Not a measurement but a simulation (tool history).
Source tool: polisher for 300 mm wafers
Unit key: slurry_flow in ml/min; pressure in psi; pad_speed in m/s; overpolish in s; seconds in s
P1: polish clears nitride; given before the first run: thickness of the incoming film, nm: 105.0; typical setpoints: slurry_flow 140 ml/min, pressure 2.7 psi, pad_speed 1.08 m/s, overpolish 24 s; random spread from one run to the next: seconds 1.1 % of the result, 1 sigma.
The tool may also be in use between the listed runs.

run,hour,slurry_flow,pressure,pad_speed,overpolish,wafers polished on this pad,hours since the slurry nozzle was cleaned,hours since the head pressure was calibrated,seconds
1,13.9,140,2.7,1.08,24,295,88.1,659.2,113.46
2,26.7,140,2.7,1.08,24,387,100.9,672,111.87
3,44.5,140,2.7,1.08,7,515,118.7,689.8,112.38
4,58.7,140,2.7,0.48,24,616,132.9,704,251.76
5,74.7,140,2.7,1.08,36,731,148.9,720,112.5
6,93.7,85,2.7,1.08,24,867,167.9,739,125.31
7,104.7,205,2.7,1.08,24,946,178.9,750,107.39
8,119.7,140,1.9,1.4,24,1053,193.9,765,121.71
9,133.6,140,2.7,1.08,24,1153,207.8,778.9,112.83
10,148.7,140,1.6,1.08,24,1261,222.9,794,191.84
11,164.5,140,4,1.08,24,1374,238.7,809.8,75.056
12,180.4,140,2.7,1.08,24,1488,254.6,825.7,110.99
13,191.3,140,2.7,1.08,24,1566,265.5,836.6,108.69
14,200.6,140,2.7,1.42,24,1633,274.8,845.9,84.295
15,216.7,140,2.7,1.08,24,1748,290.9,862,111.06
16,225,140,2.7,1.08,24,1807,299.2,870.3,114.05
17,234.8,140,2.7,1.08,24,1878,309,880.1,118.64
18,243.8,140,2.7,1.08,24,1942,318,889.1,116.6
19,261.2,140,2.7,1.08,24,2067,335.4,906.5,123.07
# hour 265.2: head pressure recalibrated
20,278.9,140,2.7,1.08,24,2194,353.1,13.8,123.11
21,290.8,140,2.7,1.08,24,2279,365,25.7,121.87
22,300.5,140,2.7,1.08,24,2348,374.7,35.4,121.47
23,318.2,140,2.7,1.08,24,2475,392.4,53.1,121

Something has made what P1 gives creep away from where it was; the 2 causes below, each at its own stated size, fit the log equally well:
A: slurry flow missing at the pad, % = 35.5
B: removal rate lost through wear of the pad, % = 9.46
The onset of the drift is placed at about hour 216.7.
All other causes, with the reason each is excluded:
head's pressure below its setpoint, %: serviced at hour 265.2, which brought nothing back

Of the 4 check runs below, each run on 3 wafers with the results averaged and each result still a question mark, which one would tell the listed causes apart?
check 1,335.9,140,1.6,1.08,7,,,,?
check 2,335.9,140,2.7,0.84,24,,,,?
check 3,335.9,140,4,1.08,10,,,,?
check 4,335.9,85,2.7,0.58,24,,,,?

Outcome of each check run for each possible cause:
check,result,if A,if B
check 1,seconds,207.58,207.59
check 2,seconds,158.16,158.17
check 3,seconds,83.033,83.038
check 4,seconds,271.34,257.32
Minimum pairwise separation of causes per check, each pair taken at its best-separating result: check 1 0.01 %; check 2 0.01 %; check 3 0.01 %; check 4 5.31 %
Check 4 distinguishes between the causes, while the remaining checks would return nearly the same result for all of them.

Check 4 has now been run. It gave: seconds 254.18 s. Which of the candidate causes is it?

It is B: removal rate lost through wear of the pad, %.

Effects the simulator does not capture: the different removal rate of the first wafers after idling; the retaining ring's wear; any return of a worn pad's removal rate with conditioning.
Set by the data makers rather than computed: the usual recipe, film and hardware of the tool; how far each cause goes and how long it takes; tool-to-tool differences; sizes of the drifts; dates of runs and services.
